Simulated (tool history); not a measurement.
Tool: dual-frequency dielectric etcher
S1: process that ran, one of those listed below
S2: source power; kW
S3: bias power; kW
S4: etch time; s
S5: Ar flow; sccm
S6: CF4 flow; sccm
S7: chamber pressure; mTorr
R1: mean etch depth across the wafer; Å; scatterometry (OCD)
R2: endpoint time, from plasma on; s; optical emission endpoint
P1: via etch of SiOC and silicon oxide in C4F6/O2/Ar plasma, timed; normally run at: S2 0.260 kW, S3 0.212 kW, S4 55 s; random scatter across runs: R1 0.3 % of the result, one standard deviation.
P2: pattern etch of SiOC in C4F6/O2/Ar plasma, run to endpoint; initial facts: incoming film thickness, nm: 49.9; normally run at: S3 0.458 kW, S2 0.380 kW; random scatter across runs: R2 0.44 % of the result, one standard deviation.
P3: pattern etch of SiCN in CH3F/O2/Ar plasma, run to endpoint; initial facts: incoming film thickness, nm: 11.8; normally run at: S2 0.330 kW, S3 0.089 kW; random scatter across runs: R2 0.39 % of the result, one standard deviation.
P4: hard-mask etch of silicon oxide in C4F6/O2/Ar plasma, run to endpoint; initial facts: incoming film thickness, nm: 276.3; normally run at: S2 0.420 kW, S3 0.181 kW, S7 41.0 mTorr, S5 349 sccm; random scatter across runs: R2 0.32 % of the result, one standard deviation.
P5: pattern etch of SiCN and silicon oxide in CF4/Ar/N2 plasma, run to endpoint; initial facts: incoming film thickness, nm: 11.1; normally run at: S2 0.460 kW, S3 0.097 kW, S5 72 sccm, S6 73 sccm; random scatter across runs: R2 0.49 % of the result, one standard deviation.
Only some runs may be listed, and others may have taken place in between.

{"run": 1, "day": 0.367, "S1": "P1", "S2": 0.26, "S3": 0.212, "S4": 55, "R1": 575.26}
{"run": 2, "day": 0.708, "S1": "P5", "S2": 0.46, "S3": 0.097, "S5": 72, "S6": 73, "R2": 10.832}
{"run": 3, "day": 1.138, "S1": "P5", "S2": 0.46, "S3": 0.097, "S5": 72, "S6": 44, "R2": 11.58}
{"run": 4, "day": 1.779, "S1": "P2", "S2": 0.38, "S3": 0.458, "R2": 18.212}
{"run": 5, "day": 2.321, "S1": "P4", "S2": 0.42, "S3": 0.247, "S5": 349, "S7": 41.0, "R2": 79.827}
{"run": 6, "day": 2.608, "S1": "P1", "S2": 0.26, "S3": 0.212, "S4": 55, "R1": 575.56}
{"run": 7, "day": 3.2, "S1": "P5", "S2": 0.46, "S3": 0.126, "S5": 72, "S6": 73, "R2": 9.9426}
{"run": 8, "day": 3.625, "S1": "P5", "S2": 0.59, "S3": 0.097, "S5": 72, "S6": 73, "R2": 8.8055}
{"run": 9, "day": 4.012, "S1": "P3", "S2": 0.33, "S3": 0.089, "R2": 30.788}
{"run": 10, "day": 4.442, "S1": "P1", "S2": 0.26, "S3": 0.212, "S4": 55, "R1": 576.53}
{"run": 11, "day": 4.983, "S1": "P1", "S2": 0.26, "S3": 0.262, "S4": 55, "R1": 623.25}
{"run": 12, "day": 5.55, "S1": "P4", "S2": 0.42, "S3": 0.181, "S5": 349, "S7": 31.5, "R2": 85.688}
{"run": 13, "day": 6.142, "S1": "P4", "S2": 0.5, "S3": 0.181, "S5": 349, "S7": 41.0, "R2": 82.881}
{"run": 14, "day": 6.471, "S1": "P1", "S2": 0.26, "S3": 0.212, "S4": 55, "R1": 575.21}
{"run": 15, "day": 7.117, "S1": "P1", "S2": 0.26, "S3": 0.157, "S4": 55, "R1": 520.22}
{"run": 16, "day": 7.662, "S1": "P1", "S2": 0.33, "S3": 0.268, "S4": 55, "R1": 680.9}
{"run": 17, "day": 8.008, "S1": "P3", "S2": 0.33, "S3": 0.11, "R2": 28.409}
{"run": 18, "day": 8.65, "S1": "P5", "S2": 0.46, "S3": 0.097, "S5": 72, "S6": 73, "R2": 10.882}
{"run": 19, "day": 9.2, "S1": "P1", "S2": 0.26, "S3": 0.139, "S4": 34, "R1": 310.48}
{"run": 20, "day": 9.708, "S1": "P3", "S2": 0.44, "S3": 0.089, "R2": 27.798}
{"run": 21, "day": 10.342, "S1": "P2", "S2": 0.38, "S3": 0.368, "R2": 19.532}
{"run": 22, "day": 10.883, "S1": "P1", "S2": 0.34, "S3": 0.212, "S4": 55, "R1": 635.1}
{"run": 23, "day": 11.267, "S1": "P4", "S2": 0.42, "S3": 0.181, "S5": 349, "S7": 41.0, "R2": 88.351}
{"run": 24, "day": 11.788, "S1": "P1", "S2": 0.26, "S3": 0.212, "S4": 55, "R1": 575.34}
{"run": 25, "day": 12.421, "S1": "P4", "S2": 0.42, "S3": 0.181, "S5": 251, "S7": 41.0, "R2": 85.326}
{"run": 26, "day": 12.9, "S1": "P1", "S2": 0.26, "S3": 0.212, "S4": 42, "R1": 439.46}
{"run": 27, "day": 13.512, "S1": "P1", "S2": 0.19, "S3": 0.212, "S4": 55, "R1": 510.68}
{"day": 13.95, "done": "source power generator calibrated"}
{"run": 28, "day": 14.121, "S1": "P2", "S2": 0.5, "S3": 0.458, "R2": 16.405}
{"run": 29, "day": 14.529, "S1": "P1", "S2": 0.26, "S3": 0.212, "S4": 82, "R1": 857.1}
{"run": 30, "day": 14.85, "S1": "P5", "S2": 0.46, "S3": 0.097, "S5": 94, "S6": 73, "R2": 11.188}
{"run": 31, "day": 15.258, "S1": "P1", "S2": 0.26, "S3": 0.157, "S4": 43, "R1": 406.93}
{"run": 32, "day": 15.821, "S1": "P3", "S2": 0.33, "S3": 0.089, "R2": 30.872}
{"run": 33, "day": 16.208, "S1": "P1", "S2": 0.26, "S3": 0.212, "S4": 55, "R1": 576.2}
{"run": 34, "day": 16.55, "S1": "P1", "S2": 0.26, "S3": 0.212, "S4": 55, "R1": 574.65}
{"run": 35, "day": 16.917, "S1": "P1", "S2": 0.26, "S3": 0.212, "S4": 55, "R1": 570.13}
{"run": 36, "day": 17.383, "S1": "P1", "S2": 0.26, "S3": 0.212, "S4": 55, "R1": 568.43}
{"run": 37, "day": 17.954, "S1": "P1", "S2": 0.26, "S3": 0.212, "S4": 55, "R1": 567.04}

The next listed run, before its measurement:
{"run": 38, "day": 18.417, "S1": "P1", "S2": 0.26, "S3": 0.212, "S4": 55, "R1": "?"}

R1: 566.66 Å
